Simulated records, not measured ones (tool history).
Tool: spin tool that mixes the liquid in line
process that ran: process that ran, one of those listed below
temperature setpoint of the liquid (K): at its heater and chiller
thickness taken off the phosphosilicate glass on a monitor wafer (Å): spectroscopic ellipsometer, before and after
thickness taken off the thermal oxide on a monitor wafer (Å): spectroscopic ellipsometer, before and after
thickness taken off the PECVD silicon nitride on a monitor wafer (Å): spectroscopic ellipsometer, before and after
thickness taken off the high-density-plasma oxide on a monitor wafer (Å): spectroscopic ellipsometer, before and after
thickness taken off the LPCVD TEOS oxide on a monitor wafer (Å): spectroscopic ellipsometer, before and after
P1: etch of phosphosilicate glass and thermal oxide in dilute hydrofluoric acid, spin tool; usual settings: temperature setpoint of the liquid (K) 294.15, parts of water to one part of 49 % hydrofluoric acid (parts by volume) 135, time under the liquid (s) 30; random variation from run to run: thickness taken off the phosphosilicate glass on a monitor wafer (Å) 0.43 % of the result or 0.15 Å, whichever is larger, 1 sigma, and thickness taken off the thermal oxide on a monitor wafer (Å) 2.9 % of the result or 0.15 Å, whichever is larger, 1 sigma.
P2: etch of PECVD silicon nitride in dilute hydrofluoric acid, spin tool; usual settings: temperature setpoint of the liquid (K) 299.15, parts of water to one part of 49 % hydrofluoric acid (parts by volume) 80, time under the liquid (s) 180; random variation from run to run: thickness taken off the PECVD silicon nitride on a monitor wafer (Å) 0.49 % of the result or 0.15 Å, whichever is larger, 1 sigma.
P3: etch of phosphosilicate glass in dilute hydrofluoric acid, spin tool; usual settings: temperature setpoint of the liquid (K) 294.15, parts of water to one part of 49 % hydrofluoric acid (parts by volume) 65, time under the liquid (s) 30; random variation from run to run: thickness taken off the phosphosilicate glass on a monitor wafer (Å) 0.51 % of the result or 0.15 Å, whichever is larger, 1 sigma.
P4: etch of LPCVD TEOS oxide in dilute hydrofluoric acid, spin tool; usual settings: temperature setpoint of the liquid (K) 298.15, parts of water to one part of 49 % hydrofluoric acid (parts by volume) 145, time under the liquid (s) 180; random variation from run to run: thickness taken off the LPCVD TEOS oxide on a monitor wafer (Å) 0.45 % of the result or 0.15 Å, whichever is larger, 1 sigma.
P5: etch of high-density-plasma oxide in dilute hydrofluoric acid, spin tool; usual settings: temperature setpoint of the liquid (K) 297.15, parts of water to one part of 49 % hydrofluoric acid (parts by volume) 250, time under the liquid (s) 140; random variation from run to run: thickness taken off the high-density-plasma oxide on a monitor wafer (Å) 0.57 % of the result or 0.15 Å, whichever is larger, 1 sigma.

run   hour  process that ran  temperature setpoint of the liquid (K)  parts of water to one part of 49 % hydrofluoric acid (parts by volume)  time under the liquid (s)  thickness taken off the phosphosilicate glass on a monitor wafer (Å)  thickness taken off the thermal oxide on a monitor wafer (Å)  thickness taken off the PECVD silicon nitride on a monitor wafer (Å)  thickness taken off the high-density-plasma oxide on a monitor wafer (Å)  thickness taken off the LPCVD TEOS oxide on a monitor wafer (Å)
  1    4.8                P1                                  294.15                                                                     135                         30                                                               117.980                                                        9.0190
  2   10.0                P1                                  294.15                                                                     135                         30                                                               117.820                                                        9.1105
  3   17.4                P1                                  294.15                                                                     135                         30                                                               117.630                                                        9.6655
  4   23.8                P1                                  294.15                                                                     135                         30                                                               118.250                                                        8.4682
  5   31.4                P1                                  294.15                                                                     135                         30                                                               118.020                                                        8.5436
  6   37.0                P2                                  299.15                                                                     120                        180                                                                                                                                                                                                    92.403
  7   42.4                P1                                  294.15                                                                     135                         15                                                                58.914                                                        4.7934
  8   51.1                P1                                  290.15                                                                     135                         30                                                               101.110                                                        7.7478
  9   60.5                P1                                  294.15                                                                     135                         30                                                               117.180                                                        9.2703
 10   69.4                P3                                  294.15                                                                      65                         30                                                               685.120
 11   73.6                P2                                  299.15                                                                      80                        350                                                                                                                                                                                                   270.530
 12   78.6                P1                                  294.15                                                                      80                         30                                                               213.000                                                       15.5100
 13   85.6                P5                                  290.15                                                                     250                        140                                                                                                                                                                                                                                                                              42.227
 14   92.6                P5                                  297.15                                                                     370                        140                                                                                                                                                                                                                                                                              32.957
 15  100.4                P4                                  298.15                                                                     145                         40                                                                                                                                                                                                                                                                                                                                               46.735
 16  108.9                P4                                  298.15                                                                      30                        180                                                                                                                                                                                                                                                                                                                                             1167.300
 17  117.0                P3                                  294.15                                                                      65                         15                                                               344.790
 18  124.9                P3                                  294.15                                                                     100                         30                                                               430.540
 19  129.4                P4                                  298.15                                                                     145                        180                                                                                                                                                                                                                                                                                                                                              208.790
 20  135.7                P1                                  298.15                                                                     135                         30                                                               138.470                                                       10.3750
 21  143.2                P1                                  294.15                                                                     135                         50                                                               197.710                                                       14.2630
 22  152.1                P1                                  294.15                                                                     205                         30                                                                72.624                                                        5.6897
 23  157.5                P5                                  297.15                                                                     250                        140                                                                                                                                                                                                                                                                              54.495
 24  164.4                P4                                  291.65                                                                     145                        180                                                                                                                                                                                                                                                                                                                                              161.260
 25  172.9                P2                                  307.15                                                                      80                        180                                                                                                                                                                                                   232.170
 26  178.3                P1                                  298.65                                                                     215                         30                                                                80.304                                                        5.7865
 27  184.2                P5                                  297.15                                                                     250                        255                                                                                                                                                                                                                                                                              98.005
 28  189.9                P3                                  299.65                                                                      65                         30                                                               865.510
 29  194.5                P2                                  299.15                                                                      80                        180                                                                                                                                                                                                   139.200
 30  200.6                P1                                  294.15                                                                     135                         30                                                               118.490                                                        8.8657
 31  207.8                P1                                  294.15                                                                     135                         30                                                               120.660                                                        9.4515
 32  216.4                P1                                  294.15                                                                     135                         30                                                               122.900                                                        9.5176
 33  224.5                P1                                  294.15                                                                     135                         30                                                               125.200                                                        9.2997
 34  230.7                P1                                  294.15                                                                     135                         30                                                               126.030                                                        9.2108
 35  235.8                P1                                  294.15                                                                     135                         30                                                               124.810                                                        9.6255
 36  244.4                P1                                  294.15                                                                     135                         30                                                               125.760                                                        9.7078
 37  249.4                P1                                  294.15                                                                     135                         30                                                               126.130                                                        8.9282

Run 38 comes next. What will it give?
 38  257.5                P1                                  294.15                                                                     135                         30                                                                     ?                                                             ?

{"run 38": {"thickness taken off the phosphosilicate glass on a monitor wafer (Å)": 126.76, "thickness taken off the thermal oxide on a monitor wafer (Å)": 9.6193}}
